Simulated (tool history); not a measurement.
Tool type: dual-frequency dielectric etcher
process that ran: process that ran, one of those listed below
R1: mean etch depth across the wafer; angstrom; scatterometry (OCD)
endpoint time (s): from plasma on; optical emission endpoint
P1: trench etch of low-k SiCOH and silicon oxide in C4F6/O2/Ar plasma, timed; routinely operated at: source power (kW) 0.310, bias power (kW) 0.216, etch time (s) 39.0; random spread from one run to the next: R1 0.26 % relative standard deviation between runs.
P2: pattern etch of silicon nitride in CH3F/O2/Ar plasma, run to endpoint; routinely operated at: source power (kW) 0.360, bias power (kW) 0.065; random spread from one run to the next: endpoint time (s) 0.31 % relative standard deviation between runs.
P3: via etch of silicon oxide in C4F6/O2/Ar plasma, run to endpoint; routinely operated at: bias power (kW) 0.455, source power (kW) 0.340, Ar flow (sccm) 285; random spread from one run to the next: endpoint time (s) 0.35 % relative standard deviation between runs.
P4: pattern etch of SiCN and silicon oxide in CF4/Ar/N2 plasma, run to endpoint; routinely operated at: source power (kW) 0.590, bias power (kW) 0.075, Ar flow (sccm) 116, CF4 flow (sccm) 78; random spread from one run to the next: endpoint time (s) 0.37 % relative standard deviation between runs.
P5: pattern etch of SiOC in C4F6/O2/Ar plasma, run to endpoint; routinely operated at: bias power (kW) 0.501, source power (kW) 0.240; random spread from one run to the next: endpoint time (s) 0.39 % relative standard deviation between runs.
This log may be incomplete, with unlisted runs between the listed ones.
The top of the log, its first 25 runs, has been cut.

Run 26, hour 103.7: process that ran P1, source power (kW) 0.310, bias power (kW) 0.306, etch time (s) 39.0. Result: R1 1394.60 angstrom.
Run 27, hour 107.7: process that ran P1, source power (kW) 0.310, bias power (kW) 0.216, etch time (s) 39.0. Result: R1 1231.20 angstrom.
Run 28, hour 113.0: process that ran P1, source power (kW) 0.230, bias power (kW) 0.169, etch time (s) 39.0. Result: R1 1015.90 angstrom.
Run 29, hour 116.9: process that ran P1, source power (kW) 0.410, bias power (kW) 0.265, etch time (s) 39.0. Result: R1 1473.40 angstrom.
At hour 117.2: wet clean of the chamber.
Run 30, hour 120.1: process that ran P1, source power (kW) 0.310, bias power (kW) 0.216, etch time (s) 39.0. Result: R1 1240.80 angstrom.
Run 31, hour 123.4: process that ran P5, source power (kW) 0.240, bias power (kW) 0.501. Result: endpoint time (s) 10.4650.
Run 32, hour 127.2: process that ran P5, source power (kW) 0.240, bias power (kW) 0.631. Result: endpoint time (s) 9.5857.
Run 33, hour 132.4: process that ran P1, source power (kW) 0.310, bias power (kW) 0.216, etch time (s) 39.0. Result: R1 1234.60 angstrom.
Run 34, hour 135.8: process that ran P1, source power (kW) 0.310, bias power (kW) 0.216, etch time (s) 39.0. Result: R1 1227.70 angstrom.
Run 35, hour 140.1: process that ran P1, source power (kW) 0.310, bias power (kW) 0.216, etch time (s) 39.0. Result: R1 1224.90 angstrom.
Run 36, hour 143.6: process that ran P1, source power (kW) 0.310, bias power (kW) 0.216, etch time (s) 39.0. Result: R1 1221.40 angstrom.
Run 37, hour 149.0: process that ran P1, source power (kW) 0.310, bias power (kW) 0.216, etch time (s) 39.0. Result: R1 1220.70 angstrom.
Run 38, hour 152.5: process that ran P1, source power (kW) 0.310, bias power (kW) 0.216, etch time (s) 39.0. Result: R1 1217.40 angstrom.

Run 39 comes next. What will it give?
Run 39, hour 157.1: process that ran P1, source power (kW) 0.310, bias power (kW) 0.216, etch time (s) 39.0. Result: R1 ?.

{"run 39": {"R1": 1216.2}}

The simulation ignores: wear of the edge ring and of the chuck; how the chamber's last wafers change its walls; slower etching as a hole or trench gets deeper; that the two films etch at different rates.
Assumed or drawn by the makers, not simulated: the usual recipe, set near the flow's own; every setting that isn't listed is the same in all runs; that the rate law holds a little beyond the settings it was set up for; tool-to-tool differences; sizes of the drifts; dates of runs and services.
